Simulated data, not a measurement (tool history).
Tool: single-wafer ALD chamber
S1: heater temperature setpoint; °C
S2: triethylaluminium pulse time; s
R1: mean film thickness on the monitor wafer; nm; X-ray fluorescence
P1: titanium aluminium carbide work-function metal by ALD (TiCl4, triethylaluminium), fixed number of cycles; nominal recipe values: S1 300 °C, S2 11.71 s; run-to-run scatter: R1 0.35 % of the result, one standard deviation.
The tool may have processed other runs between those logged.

run 1 hour=5.9 | S1=300 S2=11.71 | R1=2.0683
run 2 hour=14.1 | S1=279 S2=11.71 | R1=1.8688
run 3 hour=19.7 | S1=300 S2=4.21 | R1=1.6067
run 4 hour=24.1 | S1=300 S2=17.26 | R1=2.0977
run 5 hour=32.1 | S1=300 S2=11.71 | R1=2.0633
run 6 hour=37.0 | S1=300 S2=11.71 | R1=2.0725
run 7 hour=45.3 | S1=279 S2=5.20 | R1=1.5923
run 8 hour=52.6 | S1=300 S2=11.71 | R1=2.0750
run 9 hour=57.0 | S1=281 S2=16.83 | R1=1.9347
run 10 hour=63.2 | S1=300 S2=11.71 | R1=2.0649
run 11 hour=71.9 | S1=300 S2=11.71 | R1=2.0815
run 12 hour=79.0 | S1=300 S2=11.71 | R1=2.0695
run 13 hour=85.5 | S1=317 S2=11.71 | R1=2.2314
run 14 hour=92.2 | S1=300 S2=11.71 | R1=2.0733
run 15 hour=97.6 | S1=300 S2=11.71 | R1=2.0571
run 16 hour=105.7 | S1=300 S2=11.71 | R1=2.0305
run 17 hour=112.0 | S1=300 S2=11.71 | R1=2.0483
run 18 hour=118.7 | S1=300 S2=11.71 | R1=2.0257
run 19 hour=123.8 | S1=300 S2=11.71 | R1=2.0354

What will run 20 give?
run 20 hour=131.4 | S1=300 S2=11.71 | R1=?

Run 20 gave R1 2.0417 nm.
